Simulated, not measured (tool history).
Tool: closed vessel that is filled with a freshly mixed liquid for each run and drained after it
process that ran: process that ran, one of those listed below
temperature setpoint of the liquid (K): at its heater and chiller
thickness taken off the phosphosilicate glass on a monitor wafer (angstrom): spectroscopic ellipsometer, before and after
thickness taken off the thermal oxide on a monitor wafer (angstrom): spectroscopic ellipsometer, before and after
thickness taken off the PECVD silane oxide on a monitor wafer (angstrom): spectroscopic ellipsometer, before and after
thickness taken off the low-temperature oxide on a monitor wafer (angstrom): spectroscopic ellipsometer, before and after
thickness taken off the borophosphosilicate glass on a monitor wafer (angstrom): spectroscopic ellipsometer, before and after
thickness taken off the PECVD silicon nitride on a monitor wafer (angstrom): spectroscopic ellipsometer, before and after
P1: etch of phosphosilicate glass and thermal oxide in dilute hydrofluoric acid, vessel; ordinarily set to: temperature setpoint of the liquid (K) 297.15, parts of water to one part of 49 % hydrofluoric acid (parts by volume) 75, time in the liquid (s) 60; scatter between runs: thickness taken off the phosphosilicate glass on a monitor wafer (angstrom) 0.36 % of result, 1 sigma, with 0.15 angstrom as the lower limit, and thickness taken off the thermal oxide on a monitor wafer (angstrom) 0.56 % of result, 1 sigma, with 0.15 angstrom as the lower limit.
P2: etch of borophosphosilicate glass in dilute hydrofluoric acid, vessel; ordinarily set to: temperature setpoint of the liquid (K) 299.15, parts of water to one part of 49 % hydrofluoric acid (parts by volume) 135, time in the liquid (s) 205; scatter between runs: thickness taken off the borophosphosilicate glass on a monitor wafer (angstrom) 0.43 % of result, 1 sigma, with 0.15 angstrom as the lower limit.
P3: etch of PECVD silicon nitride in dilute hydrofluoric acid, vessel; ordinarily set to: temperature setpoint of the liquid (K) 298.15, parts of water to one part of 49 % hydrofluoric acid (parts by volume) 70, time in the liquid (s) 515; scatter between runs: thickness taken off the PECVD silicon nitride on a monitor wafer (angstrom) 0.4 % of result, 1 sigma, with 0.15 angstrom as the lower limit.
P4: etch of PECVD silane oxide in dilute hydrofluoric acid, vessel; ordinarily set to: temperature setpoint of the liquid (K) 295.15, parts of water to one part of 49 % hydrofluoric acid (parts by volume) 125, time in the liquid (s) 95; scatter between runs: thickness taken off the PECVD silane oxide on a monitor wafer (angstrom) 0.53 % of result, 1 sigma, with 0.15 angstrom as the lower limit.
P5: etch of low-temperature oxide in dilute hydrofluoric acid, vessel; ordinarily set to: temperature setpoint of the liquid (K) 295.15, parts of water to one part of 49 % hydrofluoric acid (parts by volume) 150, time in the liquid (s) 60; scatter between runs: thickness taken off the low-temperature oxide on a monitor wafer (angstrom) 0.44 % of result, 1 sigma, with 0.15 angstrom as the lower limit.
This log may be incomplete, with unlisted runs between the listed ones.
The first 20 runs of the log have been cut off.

run	hour	process that ran	temperature setpoint of the liquid (K)	parts of water to one part of 49 % hydrofluoric acid (parts by volume)	time in the liquid (s)	hours since the thermometer was replaced	hours since the hydrofluoric acid flow meter was replaced	thickness taken off the phosphosilicate glass on a monitor wafer (angstrom)	thickness taken off the thermal oxide on a monitor wafer (angstrom)	thickness taken off the PECVD silane oxide on a monitor wafer (angstrom)	thickness taken off the low-temperature oxide on a monitor wafer (angstrom)	thickness taken off the borophosphosilicate glass on a monitor wafer (angstrom)	thickness taken off the PECVD silicon nitride on a monitor wafer (angstrom)
21	78.5	P5	295.15	150	60	749.4	28.1				121.54		
22	81.7	P2	299.15	135	205	752.6	31.3					487.500	
23	85.6	P3	292.65	70	515	756.5	35.2						103.660
24	90.8	P2	293.15	135	205	761.7	40.4					386.200	
25	94.0	P1	297.15	75	60	764.9	43.6	752.05	39.897				
26	98.7	P2	299.15	30	205	769.6	48.3					2551.400	
27	103.6	P1	297.15	75	60	774.5	53.2	756.27	40.305				
28	106.2	P3	298.15	70	515	777.1	55.8						149.730
29	109.4	P1	292.65	75	60	780.3	59.0	627.04	33.549				
30	114.0	P4	295.15	70	95	784.9	63.6			655.89			

Run 31 has not been measured yet. What should we expect?
31	117.5	P4	295.15	125	95	788.4	67.1			?			

{"run 31": {"thickness taken off the PECVD silane oxide on a monitor wafer (angstrom)": 340.26}}
